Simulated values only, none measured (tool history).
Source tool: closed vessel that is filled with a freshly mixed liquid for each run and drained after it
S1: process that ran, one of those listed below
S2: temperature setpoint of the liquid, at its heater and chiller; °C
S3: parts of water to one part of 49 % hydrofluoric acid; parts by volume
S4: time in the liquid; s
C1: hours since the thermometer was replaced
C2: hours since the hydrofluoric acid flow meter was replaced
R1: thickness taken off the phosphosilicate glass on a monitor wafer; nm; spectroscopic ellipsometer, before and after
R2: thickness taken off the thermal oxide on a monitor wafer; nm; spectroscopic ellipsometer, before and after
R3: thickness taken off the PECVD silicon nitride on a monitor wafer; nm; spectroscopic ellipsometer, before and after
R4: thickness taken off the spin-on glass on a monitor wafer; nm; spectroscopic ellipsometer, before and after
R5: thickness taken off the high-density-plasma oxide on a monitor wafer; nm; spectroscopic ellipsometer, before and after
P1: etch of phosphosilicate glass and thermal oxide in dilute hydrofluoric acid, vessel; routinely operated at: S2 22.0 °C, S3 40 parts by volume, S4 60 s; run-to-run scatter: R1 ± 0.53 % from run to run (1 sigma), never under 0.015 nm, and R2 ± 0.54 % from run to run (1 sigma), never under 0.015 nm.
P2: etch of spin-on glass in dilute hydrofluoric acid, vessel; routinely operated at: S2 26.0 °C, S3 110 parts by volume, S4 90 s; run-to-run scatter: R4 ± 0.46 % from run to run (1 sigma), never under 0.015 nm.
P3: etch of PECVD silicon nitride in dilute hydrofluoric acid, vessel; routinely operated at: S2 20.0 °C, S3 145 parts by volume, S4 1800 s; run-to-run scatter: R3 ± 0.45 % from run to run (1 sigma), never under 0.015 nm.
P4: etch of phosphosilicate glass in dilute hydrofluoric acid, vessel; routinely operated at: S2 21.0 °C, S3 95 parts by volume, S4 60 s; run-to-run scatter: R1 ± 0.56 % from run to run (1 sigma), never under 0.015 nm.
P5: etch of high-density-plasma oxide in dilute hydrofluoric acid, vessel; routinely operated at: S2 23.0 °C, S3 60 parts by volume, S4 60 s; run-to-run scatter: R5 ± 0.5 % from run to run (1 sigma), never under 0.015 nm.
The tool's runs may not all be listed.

Run 1, hour 4.3: S1 P1, S2 22.0 °C, S3 40 parts by volume, S4 60 s; C1 188.0; C2 876.2. Result: R1 285.92 nm, R2 7.4441 nm.
Run 2, hour 7.2: S1 P4, S2 21.0 °C, S3 95 parts by volume, S4 60 s; C1 190.9; C2 879.1. Result: R1 111.59 nm.
Run 3, hour 9.3: S1 P1, S2 22.0 °C, S3 55 parts by volume, S4 30 s; C1 193.0; C2 881.2. Result: R1 101.87 nm, R2 2.6224 nm.
Run 4, hour 12.3: S1 P1, S2 22.0 °C, S3 40 parts by volume, S4 110 s; C1 196.0; C2 884.2. Result: R1 527.68 nm, R2 13.8230 nm.
Run 5, hour 16.7: S1 P3, S2 20.0 °C, S3 145 parts by volume, S4 1800 s; C1 200.4; C2 888.6. Result: R3 31.566 nm.
Run 6, hour 21.0: S1 P4, S2 21.0 °C, S3 95 parts by volume, S4 95 s; C1 204.7; C2 892.9. Result: R1 176.14 nm.
Run 7, hour 25.7: S1 P2, S2 26.0 °C, S3 20 parts by volume, S4 90 s; C1 209.4; C2 897.6. Result: R4 196.050 nm.
Run 8, hour 29.2: S1 P1, S2 22.0 °C, S3 60 parts by volume, S4 60 s; C1 212.9; C2 901.1. Result: R1 185.33 nm, R2 4.8213 nm.
Run 9, hour 32.2: S1 P1, S2 17.0 °C, S3 40 parts by volume, S4 60 s; C1 215.9; C2 904.1. Result: R1 230.80 nm, R2 5.9843 nm.
Run 10, hour 35.3: S1 P5, S2 29.5 °C, S3 60 parts by volume, S4 60 s; C1 219.0; C2 907.2. Result: R5 14.139 nm.
Run 11, hour 39.7: S1 P2, S2 26.0 °C, S3 110 parts by volume, S4 30 s; C1 223.4; C2 911.6. Result: R4 10.522 nm.
Run 12, hour 42.7: S1 P1, S2 22.0 °C, S3 40 parts by volume, S4 60 s; C1 226.4; C2 914.6. Result: R1 285.07 nm, R2 7.4577 nm.
Run 13, hour 47.2: S1 P1, S2 22.0 °C, S3 40 parts by volume, S4 60 s; C1 230.9; C2 919.1. Result: R1 288.47 nm, R2 7.4301 nm.
Run 14, hour 50.8: S1 P3, S2 20.0 °C, S3 145 parts by volume, S4 1800 s; C1 234.5; C2 922.7. Result: R3 31.541 nm.
Run 15, hour 55.0: S1 P2, S2 26.0 °C, S3 110 parts by volume, S4 90 s; C1 238.7; C2 926.9. Result: R4 31.602 nm.
Run 16, hour 59.0: S1 P3, S2 26.0 °C, S3 145 parts by volume, S4 1800 s; C1 242.7; C2 930.9. Result: R3 47.050 nm.
Run 17, hour 61.3: S1 P4, S2 21.0 °C, S3 95 parts by volume, S4 60 s; C1 245.0; C2 933.2. Result: R1 110.92 nm.
Run 18, hour 65.5: S1 P1, S2 22.0 °C, S3 40 parts by volume, S4 30 s; C1 249.2; C2 937.4. Result: R1 143.35 nm, R2 3.6968 nm.
Run 19, hour 70.1: S1 P1, S2 22.0 °C, S3 40 parts by volume, S4 60 s; C1 253.8; C2 942.0. Result: R1 288.85 nm, R2 7.4531 nm.
Run 20, hour 73.8: S1 P1, S2 27.0 °C, S3 40 parts by volume, S4 60 s; C1 257.5; C2 945.7. Result: R1 350.99 nm, R2 9.1523 nm.
Run 21, hour 77.7: S1 P1, S2 22.0 °C, S3 40 parts by volume, S4 60 s; C1 261.4; C2 949.6. Result: R1 287.84 nm, R2 7.4353 nm.

Expected results for the next run?
Run 22, hour 82.4: S1 P1, S2 22.0 °C, S3 40 parts by volume, S4 60 s; C1 266.1; C2 954.3. Result: R1 ?, R2 ?.

R1: 285.82 nm
R2: 7.4600 nm

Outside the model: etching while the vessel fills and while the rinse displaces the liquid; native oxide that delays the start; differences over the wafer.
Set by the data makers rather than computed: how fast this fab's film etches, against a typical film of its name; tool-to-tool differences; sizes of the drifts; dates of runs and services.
